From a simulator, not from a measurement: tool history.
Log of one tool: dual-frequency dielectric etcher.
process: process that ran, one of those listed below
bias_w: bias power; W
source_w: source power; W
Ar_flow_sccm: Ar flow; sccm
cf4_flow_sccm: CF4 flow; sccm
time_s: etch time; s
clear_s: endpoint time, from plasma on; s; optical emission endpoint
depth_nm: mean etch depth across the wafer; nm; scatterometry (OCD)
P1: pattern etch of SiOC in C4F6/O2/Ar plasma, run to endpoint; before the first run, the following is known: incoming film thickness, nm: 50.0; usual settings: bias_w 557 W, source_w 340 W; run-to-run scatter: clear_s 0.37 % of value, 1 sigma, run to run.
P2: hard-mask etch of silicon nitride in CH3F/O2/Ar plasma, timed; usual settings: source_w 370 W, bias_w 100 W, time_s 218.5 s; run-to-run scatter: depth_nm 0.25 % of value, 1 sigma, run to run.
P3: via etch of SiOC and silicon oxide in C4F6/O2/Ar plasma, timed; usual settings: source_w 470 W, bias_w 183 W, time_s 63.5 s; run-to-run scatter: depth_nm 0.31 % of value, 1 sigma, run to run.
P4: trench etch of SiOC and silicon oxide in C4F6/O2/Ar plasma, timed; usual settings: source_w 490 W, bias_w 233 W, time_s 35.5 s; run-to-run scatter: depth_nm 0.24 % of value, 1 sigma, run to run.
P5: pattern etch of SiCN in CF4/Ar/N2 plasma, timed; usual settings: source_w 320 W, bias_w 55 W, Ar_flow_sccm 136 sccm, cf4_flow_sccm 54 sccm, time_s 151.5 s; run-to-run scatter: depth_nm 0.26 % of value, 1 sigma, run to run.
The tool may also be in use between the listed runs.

| run | hour | process | bias_w | source_w | Ar_flow_sccm | cf4_flow_sccm | time_s | clear_s | depth_nm |
|---|---|---|---|---|---|---|---|---|---|
| 1 | 3.9 | P1 | 557 | 340 |  |  |  | 17.608 |  |
| 2 | 8.2 | P1 | 717 | 340 |  |  |  | 16.075 |  |
| 3 | 11.6 | P5 | 55 | 320 | 187 | 54 | 151.5 |  | 73.239 |
| 4 | 14.3 | P2 | 100 | 370 |  |  | 218.5 |  | 165.97 |
| 5 | 18 | P2 | 100 | 510 |  |  | 218.5 |  | 186.58 |
| 6 | 20.9 | P1 | 557 | 340 |  |  |  | 17.788 |  |
| 7 | 24.7 | P4 | 282 | 490 |  |  | 35.5 |  | 90.624 |
|  | 27.1 | wet clean of the chamber |
| 8 | 28.1 | P1 | 557 | 340 |  |  |  | 17.692 |  |
| 9 | 30.4 | P5 | 55 | 320 | 136 | 54 | 185 |  | 94.996 |
| 10 | 33 | P4 | 233 | 380 |  |  | 35.5 |  | 77.299 |
| 11 | 35.5 | P2 | 100 | 370 |  |  | 288.5 |  | 218.02 |
| 12 | 38.5 | P1 | 557 | 340 |  |  |  | 17.782 |  |
| 13 | 41.5 | P1 | 452 | 340 |  |  |  | 19.279 |  |
| 14 | 44.6 | P1 | 557 | 340 |  |  |  | 17.814 |  |
| 15 | 46.9 | P5 | 66 | 320 | 136 | 54 | 151.5 |  | 83.168 |
| 16 | 51 | P1 | 352 | 440 |  |  |  | 18.954 |  |
| 17 | 53.5 | P3 | 225 | 470 |  |  | 63.5 |  | 83.249 |
| 18 | 56.1 | P2 | 132 | 370 |  |  | 218.5 |  | 183.44 |
| 19 | 59.9 | P3 | 183 | 470 |  |  | 63.5 |  | 77.36 |
| 20 | 63.8 | P5 | 55 | 320 | 136 | 42 | 151.5 |  | 74.319 |
| 21 | 66 | P1 | 557 | 260 |  |  |  | 19.59 |  |
| 22 | 70.3 | P3 | 183 | 360 |  |  | 63.5 |  | 69.869 |
| 23 | 72.1 | P2 | 100 | 370 |  |  | 218.5 |  | 164.31 |
| 24 | 74.9 | P5 | 55 | 220 | 136 | 54 | 151.5 |  | 56.341 |
| 25 | 77.7 | P3 | 183 | 470 |  |  | 92.5 |  | 112.87 |
| 26 | 81.3 | P1 | 557 | 420 |  |  |  | 16.261 |  |

For run 27, what comes out?
| 27 | 84.8 | P1 | 683 | 400 |  |  |  | ? |  |

clear_s: 15.425 s
